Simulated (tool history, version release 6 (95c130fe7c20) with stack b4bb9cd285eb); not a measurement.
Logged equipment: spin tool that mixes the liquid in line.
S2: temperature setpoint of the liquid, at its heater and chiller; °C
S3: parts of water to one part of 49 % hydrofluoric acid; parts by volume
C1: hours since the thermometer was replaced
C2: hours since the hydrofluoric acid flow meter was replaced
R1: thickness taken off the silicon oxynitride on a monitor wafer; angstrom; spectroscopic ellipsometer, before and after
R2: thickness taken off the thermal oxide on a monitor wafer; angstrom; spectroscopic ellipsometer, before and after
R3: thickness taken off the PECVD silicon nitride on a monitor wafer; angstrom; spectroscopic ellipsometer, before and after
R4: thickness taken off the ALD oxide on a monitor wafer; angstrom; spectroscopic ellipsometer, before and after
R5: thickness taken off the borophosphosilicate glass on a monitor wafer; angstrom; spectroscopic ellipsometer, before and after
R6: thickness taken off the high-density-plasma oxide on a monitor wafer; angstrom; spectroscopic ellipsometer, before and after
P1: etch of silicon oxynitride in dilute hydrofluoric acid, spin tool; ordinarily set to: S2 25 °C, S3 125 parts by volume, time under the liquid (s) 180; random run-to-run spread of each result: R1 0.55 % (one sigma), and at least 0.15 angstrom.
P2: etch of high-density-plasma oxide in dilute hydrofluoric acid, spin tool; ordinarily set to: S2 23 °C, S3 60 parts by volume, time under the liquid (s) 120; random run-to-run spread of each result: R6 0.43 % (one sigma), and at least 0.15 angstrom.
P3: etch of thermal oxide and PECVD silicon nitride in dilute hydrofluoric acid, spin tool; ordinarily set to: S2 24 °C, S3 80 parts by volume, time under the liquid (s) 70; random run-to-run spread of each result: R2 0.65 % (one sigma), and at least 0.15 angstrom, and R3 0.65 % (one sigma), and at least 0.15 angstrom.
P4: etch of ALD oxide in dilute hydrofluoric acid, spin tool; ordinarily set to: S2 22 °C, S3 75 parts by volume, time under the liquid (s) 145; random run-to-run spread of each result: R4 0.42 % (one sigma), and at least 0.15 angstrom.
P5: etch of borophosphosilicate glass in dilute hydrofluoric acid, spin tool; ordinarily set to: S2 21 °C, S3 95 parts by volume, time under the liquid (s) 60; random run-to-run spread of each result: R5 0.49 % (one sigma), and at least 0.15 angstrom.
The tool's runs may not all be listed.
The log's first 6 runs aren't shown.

run 7 hour=87.2 | process_that_ran=P5 S2=21 S3=20 time_under_the_liquid_(s)=60 | C1=1891.4 C2=682 | R5=1506.8
run 8 hour=96.1 | process_that_ran=P5 S2=21 S3=95 time_under_the_liquid_(s)=35 | C1=1900.3 C2=690.9 | R5=170.64
run 9 hour=109.3 | process_that_ran=P1 S2=25 S3=65 time_under_the_liquid_(s)=180 | C1=1913.5 C2=704.1 | R1=113.85
-- hour=123 thermometer replaced
run 10 hour=125.6 | process_that_ran=P4 S2=22 S3=75 time_under_the_liquid_(s)=145 | C1=2.7 C2=720.4 | R4=184.74
run 11 hour=136.1 | process_that_ran=P1 S2=25 S3=125 time_under_the_liquid_(s)=180 | C1=13.2 C2=730.9 | R1=56.052
run 12 hour=147 | process_that_ran=P4 S2=17 S3=75 time_under_the_liquid_(s)=145 | C1=24.1 C2=741.8 | R4=147.82
run 13 hour=156.9 | process_that_ran=P1 S2=25 S3=125 time_under_the_liquid_(s)=180 | C1=34 C2=751.7 | R1=56.543
run 14 hour=173.4 | process_that_ran=P2 S2=23 S3=60 time_under_the_liquid_(s)=185 | C1=50.5 C2=768.2 | R6=152.73
run 15 hour=192.7 | process_that_ran=P1 S2=19.5 S3=40 time_under_the_liquid_(s)=180 | C1=69.8 C2=787.5 | R1=141.83
run 16 hour=202.2 | process_that_ran=P1 S2=25 S3=125 time_under_the_liquid_(s)=60 | C1=79.3 C2=797 | R1=18.978
run 17 hour=219.5 | process_that_ran=P5 S2=21 S3=95 time_under_the_liquid_(s)=60 | C1=96.6 C2=814.3 | R5=294.03
run 18 hour=228 | process_that_ran=P1 S2=25 S3=125 time_under_the_liquid_(s)=180 | C1=105.1 C2=822.8 | R1=55.814
run 19 hour=242.7 | process_that_ran=P1 S2=32 S3=125 time_under_the_liquid_(s)=180 | C1=119.8 C2=837.5 | R1=77.058
run 20 hour=251.3 | process_that_ran=P4 S2=22 S3=75 time_under_the_liquid_(s)=225 | C1=128.4 C2=846.1 | R4=287.28
run 21 hour=267 | process_that_ran=P2 S2=23 S3=60 time_under_the_liquid_(s)=120 | C1=144.1 C2=861.8 | R6=99.722
run 22 hour=280.6 | process_that_ran=P3 S2=28.5 S3=80 time_under_the_liquid_(s)=70 | C1=157.7 C2=875.4 | R2=49.791 R3=40.965

The next listed run, before its measurement:
run 23 hour=299.3 | process_that_ran=P5 S2=17 S3=95 time_under_the_liquid_(s)=60 | C1=176.4 C2=894.1 | R5=?

Logged for run 23: R5 248.7 angstrom.

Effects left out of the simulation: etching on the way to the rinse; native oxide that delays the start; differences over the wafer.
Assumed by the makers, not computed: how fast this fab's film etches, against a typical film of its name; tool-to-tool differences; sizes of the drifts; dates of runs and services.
